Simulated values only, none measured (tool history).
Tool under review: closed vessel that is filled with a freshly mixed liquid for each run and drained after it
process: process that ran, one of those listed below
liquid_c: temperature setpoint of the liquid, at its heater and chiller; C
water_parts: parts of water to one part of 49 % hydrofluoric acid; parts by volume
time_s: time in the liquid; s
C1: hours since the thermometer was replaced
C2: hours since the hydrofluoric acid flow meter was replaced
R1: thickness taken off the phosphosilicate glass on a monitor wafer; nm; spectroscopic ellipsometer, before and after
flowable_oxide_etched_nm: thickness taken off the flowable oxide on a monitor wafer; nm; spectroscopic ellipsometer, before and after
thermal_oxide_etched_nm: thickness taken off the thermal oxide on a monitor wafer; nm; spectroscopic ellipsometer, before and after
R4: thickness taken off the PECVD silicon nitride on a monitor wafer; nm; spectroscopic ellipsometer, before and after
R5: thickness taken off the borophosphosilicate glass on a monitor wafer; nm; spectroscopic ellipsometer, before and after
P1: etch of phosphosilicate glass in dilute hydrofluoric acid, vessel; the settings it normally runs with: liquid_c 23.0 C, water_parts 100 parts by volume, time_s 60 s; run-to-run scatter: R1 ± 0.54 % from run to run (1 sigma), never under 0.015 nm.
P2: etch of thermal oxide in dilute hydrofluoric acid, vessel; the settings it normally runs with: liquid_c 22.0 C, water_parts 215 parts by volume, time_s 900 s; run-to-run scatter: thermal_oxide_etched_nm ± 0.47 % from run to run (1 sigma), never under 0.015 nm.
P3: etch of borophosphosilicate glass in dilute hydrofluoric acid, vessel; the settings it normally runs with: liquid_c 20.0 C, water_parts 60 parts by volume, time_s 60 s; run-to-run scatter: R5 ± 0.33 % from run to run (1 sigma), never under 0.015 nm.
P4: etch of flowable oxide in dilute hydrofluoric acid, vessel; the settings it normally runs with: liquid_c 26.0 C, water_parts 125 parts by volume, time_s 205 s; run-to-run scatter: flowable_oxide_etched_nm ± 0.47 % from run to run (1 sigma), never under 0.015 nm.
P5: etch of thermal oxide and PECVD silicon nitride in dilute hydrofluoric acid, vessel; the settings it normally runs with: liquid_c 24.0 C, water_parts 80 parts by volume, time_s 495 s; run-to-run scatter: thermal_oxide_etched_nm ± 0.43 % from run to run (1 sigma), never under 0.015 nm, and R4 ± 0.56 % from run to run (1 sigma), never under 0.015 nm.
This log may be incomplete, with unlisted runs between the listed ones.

{"run": 1, "hour": 6.6, "process": "P1", "liquid_c": 23.0, "water_parts": 100, "time_s": 60, "C1": 920.1, "C2": 765.2, "R1": 69.003}
{"run": 2, "hour": 12.7, "process": "P4", "liquid_c": 20.5, "water_parts": 125, "time_s": 205, "C1": 926.2, "C2": 771.3, "flowable_oxide_etched_nm": 36.398}
{"run": 3, "hour": 18.8, "process": "P1", "liquid_c": 23.0, "water_parts": 40, "time_s": 30, "C1": 932.3, "C2": 777.4, "R1": 93.689}
{"run": 4, "hour": 24.4, "process": "P5", "liquid_c": 24.0, "water_parts": 140, "time_s": 495, "C1": 937.9, "C2": 783.0, "thermal_oxide_etched_nm": 16.473, "R4": 11.22}
{"run": 5, "hour": 29.0, "process": "P3", "liquid_c": 20.0, "water_parts": 60, "time_s": 60, "C1": 942.5, "C2": 787.6, "R5": 26.72}
{"run": 6, "hour": 32.6, "process": "P4", "liquid_c": 26.0, "water_parts": 75, "time_s": 205, "C1": 946.1, "C2": 791.2, "flowable_oxide_etched_nm": 80.135}
{"run": 7, "hour": 36.6, "process": "P2", "liquid_c": 22.0, "water_parts": 215, "time_s": 900, "C1": 950.1, "C2": 795.2, "thermal_oxide_etched_nm": 15.846}
{"run": 8, "hour": 42.8, "process": "P5", "liquid_c": 24.0, "water_parts": 80, "time_s": 225, "C1": 956.3, "C2": 801.4, "thermal_oxide_etched_nm": 14.056, "R4": 8.7806}
{"run": 9, "hour": 48.5, "process": "P2", "liquid_c": 22.0, "water_parts": 215, "time_s": 360, "C1": 962.0, "C2": 807.1, "thermal_oxide_etched_nm": 6.3618}
{"run": 10, "hour": 55.6, "process": "P1", "liquid_c": 23.0, "water_parts": 100, "time_s": 115, "C1": 969.1, "C2": 814.2, "R1": 133.53}
{"run": 11, "hour": 60.3, "process": "P1", "liquid_c": 23.0, "water_parts": 100, "time_s": 60, "C1": 973.8, "C2": 818.9, "R1": 69.278}
{"run": 12, "hour": 64.1, "process": "P1", "liquid_c": 23.0, "water_parts": 100, "time_s": 30, "C1": 977.6, "C2": 822.7, "R1": 34.402}
{"run": 13, "hour": 69.4, "process": "P3", "liquid_c": 28.5, "water_parts": 60, "time_s": 60, "C1": 982.9, "C2": 828.0, "R5": 38.099}
{"run": 14, "hour": 75.5, "process": "P1", "liquid_c": 17.0, "water_parts": 100, "time_s": 60, "C1": 989.0, "C2": 834.1, "R1": 54.454}
{"run": 15, "hour": 79.4, "process": "P5", "liquid_c": 24.0, "water_parts": 80, "time_s": 495, "C1": 992.9, "C2": 838.0, "thermal_oxide_etched_nm": 30.982, "R4": 19.328}
{"run": 16, "hour": 85.7, "process": "P1", "liquid_c": 23.0, "water_parts": 100, "time_s": 60, "C1": 999.2, "C2": 844.3, "R1": 69.643}
{"run": 17, "hour": 91.1, "process": "P1", "liquid_c": 29.5, "water_parts": 100, "time_s": 60, "C1": 1004.6, "C2": 849.7, "R1": 89.737}
{"run": 18, "hour": 97.8, "process": "P2", "liquid_c": 30.5, "water_parts": 215, "time_s": 900, "C1": 1011.3, "C2": 856.4, "thermal_oxide_etched_nm": 21.607}
{"run": 19, "hour": 101.7, "process": "P5", "liquid_c": 24.0, "water_parts": 80, "time_s": 495, "C1": 1015.2, "C2": 860.3, "thermal_oxide_etched_nm": 31.063, "R4": 19.352}
{"run": 20, "hour": 108.6, "process": "P3", "liquid_c": 20.0, "water_parts": 60, "time_s": 60, "C1": 1022.1, "C2": 867.2, "R5": 26.777}
{"run": 21, "hour": 113.9, "process": "P1", "liquid_c": 23.0, "water_parts": 100, "time_s": 60, "C1": 1027.4, "C2": 872.5, "R1": 69.53}
{"run": 22, "hour": 117.6, "process": "P4", "liquid_c": 26.0, "water_parts": 125, "time_s": 205, "C1": 1031.1, "C2": 876.2, "flowable_oxide_etched_nm": 45.147}
{"run": 23, "hour": 122.4, "process": "P1", "liquid_c": 23.0, "water_parts": 65, "time_s": 60, "C1": 1035.9, "C2": 881.0, "R1": 111.05}
{"run": 24, "hour": 128.0, "process": "P3", "liquid_c": 20.0, "water_parts": 100, "time_s": 60, "C1": 1041.5, "C2": 886.6, "R5": 15.444}
{"run": 25, "hour": 132.9, "process": "P2", "liquid_c": 22.0, "water_parts": 215, "time_s": 900, "C1": 1046.4, "C2": 891.5, "thermal_oxide_etched_nm": 15.892}
{"run": 26, "hour": 138.8, "process": "P2", "liquid_c": 22.0, "water_parts": 50, "time_s": 900, "C1": 1052.3, "C2": 897.4, "thermal_oxide_etched_nm": 82.34}
{"run": 27, "hour": 143.0, "process": "P3", "liquid_c": 20.0, "water_parts": 60, "time_s": 30, "C1": 1056.5, "C2": 901.6, "R5": 13.423}
{"run": 28, "hour": 146.4, "process": "P1", "liquid_c": 23.0, "water_parts": 100, "time_s": 60, "C1": 1059.9, "C2": 905.0, "R1": 69.526}
{"run": 29, "hour": 152.2, "process": "P4", "liquid_c": 26.0, "water_parts": 125, "time_s": 30, "C1": 1065.7, "C2": 910.8, "flowable_oxide_etched_nm": 6.5899}
{"run": 30, "hour": 158.2, "process": "P1", "liquid_c": 23.0, "water_parts": 140, "time_s": 60, "C1": 1071.7, "C2": 916.8, "R1": 47.23}
{"run": 31, "hour": 163.5, "process": "P5", "liquid_c": 30.5, "water_parts": 80, "time_s": 495, "C1": 1077.0, "C2": 922.1, "thermal_oxide_etched_nm": 40.072, "R4": 29.218}
{"run": 32, "hour": 168.3, "process": "P1", "liquid_c": 23.0, "water_parts": 100, "time_s": 60, "C1": 1081.8, "C2": 926.9, "R1": 69.066}
{"run": 33, "hour": 172.5, "process": "P1", "liquid_c": 23.0, "water_parts": 100, "time_s": 60, "C1": 1086.0, "C2": 931.1, "R1": 71.257}
{"run": 34, "hour": 177.4, "process": "P1", "liquid_c": 23.0, "water_parts": 100, "time_s": 60, "C1": 1090.9, "C2": 936.0, "R1": 73.002}
{"run": 35, "hour": 181.6, "process": "P1", "liquid_c": 23.0, "water_parts": 100, "time_s": 60, "C1": 1095.1, "C2": 940.2, "R1": 74.833}
{"run": 36, "hour": 186.3, "process": "P1", "liquid_c": 23.0, "water_parts": 100, "time_s": 60, "C1": 1099.8, "C2": 944.9, "R1": 74.891}
{"run": 37, "hour": 191.0, "process": "P1", "liquid_c": 23.0, "water_parts": 100, "time_s": 60, "C1": 1104.5, "C2": 949.6, "R1": 75.047}
{"run": 38, "hour": 197.4, "process": "P1", "liquid_c": 23.0, "water_parts": 100, "time_s": 60, "C1": 1110.9, "C2": 956.0, "R1": 75.607}
{"run": 39, "hour": 201.3, "process": "P1", "liquid_c": 23.0, "water_parts": 100, "time_s": 60, "C1": 1114.8, "C2": 959.9, "R1": 74.946}

P1 has crept away from where it was. The log is fitted equally well by each of these 2 causes, at the sizes shown:
A: liquid hotter than its thermometer reads (K) = 2.02
B: hydrofluoric acid flow above the setpoint (%) = 7.41
Creep in the process output first set in at about hour 168.3.

Listed below are the offered check runs, one wafer per run, with question marks in place of results. For which of them would the causes give clearly different outcomes?
{"run": "check 1", "hour": 205.2, "process": "P5", "liquid_c": 29.0, "water_parts": 130, "time_s": 495, "thermal_oxide_etched_nm": "?", "R4": "?"}
{"run": "check 2", "hour": 205.2, "process": "P3", "liquid_c": 27.5, "water_parts": 60, "time_s": 60, "R5": "?"}
{"run": "check 3", "hour": 205.2, "process": "P2", "liquid_c": 29.0, "water_parts": 60, "time_s": 900, "thermal_oxide_etched_nm": "?"}
{"run": "check 4", "hour": 205.2, "process": "P4", "liquid_c": 20.5, "water_parts": 85, "time_s": 205, "flowable_oxide_etched_nm": "?"}

Outcome of each check run for each possible cause:
check=check_1 result=thermal_oxide_etched_nm if_A=23.4060 if_B=23.6320
check=check_1 result=R4 if_A=18.7160 if_B=17.7530
check=check_2 result=R5 if_A=39.490 if_B=39.409
check=check_3 result=thermal_oxide_etched_nm if_A=97.4480 if_B=97.3620
check=check_4 result=flowable_oxide_etched_nm if_A=60.8370 if_B=60.5660
Per-check spread between the two closest causes, in the result where they differ most: check 1 5.28 %; check 2 0.21 %; check 3 0.09 %; check 4 0.45 %
Of the check runs offered, only check 1 discriminates between the causes; the rest would read about the same regardless of which cause applies.

The results of check 1 are: thermal_oxide_etched_nm 23.4580 nm; R4 18.6370 nm. Based on these, which of the listed causes is it?

A is the cause: liquid hotter than its thermometer reads (K).
